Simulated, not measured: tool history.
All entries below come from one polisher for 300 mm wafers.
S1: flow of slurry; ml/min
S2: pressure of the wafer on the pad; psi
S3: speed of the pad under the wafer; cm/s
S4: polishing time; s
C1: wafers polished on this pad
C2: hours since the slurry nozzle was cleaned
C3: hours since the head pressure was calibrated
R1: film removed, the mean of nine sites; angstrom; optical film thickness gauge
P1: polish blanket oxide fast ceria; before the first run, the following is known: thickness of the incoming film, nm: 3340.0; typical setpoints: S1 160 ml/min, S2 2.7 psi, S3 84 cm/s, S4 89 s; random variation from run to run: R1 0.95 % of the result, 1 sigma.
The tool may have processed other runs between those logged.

| run | day | S1 | S2 | S3 | S4 | C1 | C2 | C3 | R1 |
|---|---|---|---|---|---|---|---|---|---|
| 1 | 0.517 | 160 | 2.7 | 84 | 89 | 515 | 153.7 | 305.7 | 9306.2 |
| 2 | 1.021 | 160 | 3.4 | 84 | 89 | 670 | 165.8 | 317.8 | 11650 |
| 3 | 1.383 | 160 | 1.7 | 84 | 89 | 781 | 174.5 | 326.5 | 5845.8 |
| 4 | 1.712 | 160 | 2.7 | 84 | 130 | 882 | 182.4 | 334.4 | 13859 |
| 5 | 2.438 | 160 | 2.7 | 84 | 89 | 1104 | 199.8 | 351.8 | 9386.9 |
| 6 | 3.146 | 160 | 2.7 | 84 | 89 | 1320 | 216.8 | 368.8 | 9211.5 |
| 7 | 3.471 | 160 | 1.4 | 84 | 61 | 1420 | 224.6 | 376.6 | 3373 |
| 8 | 3.929 | 160 | 2.7 | 84 | 89 | 1560 | 235.6 | 387.6 | 9342.5 |
| 9 | 4.262 | 210 | 2.7 | 84 | 89 | 1662 | 243.6 | 395.6 | 9601.3 |
| 10 | 4.842 | 160 | 2.7 | 48 | 89 | 1840 | 257.5 | 409.5 | 5409 |
| 11 | 5.233 | 95 | 2.7 | 84 | 89 | 1960 | 266.9 | 418.9 | 8409.3 |
| 12 | 5.696 | 160 | 2.7 | 84 | 89 | 2101 | 278 | 430 | 9361.8 |
|  | 6.142 | head pressure recalibrated |
| 13 | 6.288 | 95 | 3.8 | 84 | 89 | 2283 | 292.2 | 3.5 | 11737 |
| 14 | 6.642 | 160 | 2.7 | 108 | 89 | 2391 | 300.7 | 12 | 12126 |
| 15 | 7.017 | 160 | 2.7 | 84 | 51 | 2506 | 309.7 | 21 | 5341.8 |
| 16 | 7.638 | 160 | 2.7 | 84 | 89 | 2696 | 324.6 | 35.9 | 9315.2 |
| 17 | 8 | 160 | 2.7 | 84 | 89 | 2807 | 333.3 | 44.6 | 9114.5 |
| 18 | 8.338 | 160 | 2.7 | 84 | 89 | 2911 | 341.4 | 52.7 | 8888.1 |
| 19 | 8.912 | 160 | 2.7 | 84 | 89 | 3087 | 355.2 | 66.5 | 8835.4 |
| 20 | 9.408 | 160 | 2.7 | 84 | 89 | 3239 | 367.1 | 78.4 | 8819.4 |
| 21 | 9.983 | 160 | 2.7 | 84 | 89 | 3415 | 380.9 | 92.2 | 8764 |
|  | 10.075 | head pressure recalibrated |
| 22 | 10.412 | 160 | 2.7 | 84 | 89 | 3546 | 391.2 | 8.1 | 8680.4 |

Run 23 comes next. What will it give?
| 23 | 10.779 | 160 | 2.7 | 84 | 89 | 3658 | 400 | 16.9 | ? |

Logged for run 23: R1 8764.7 angstrom.
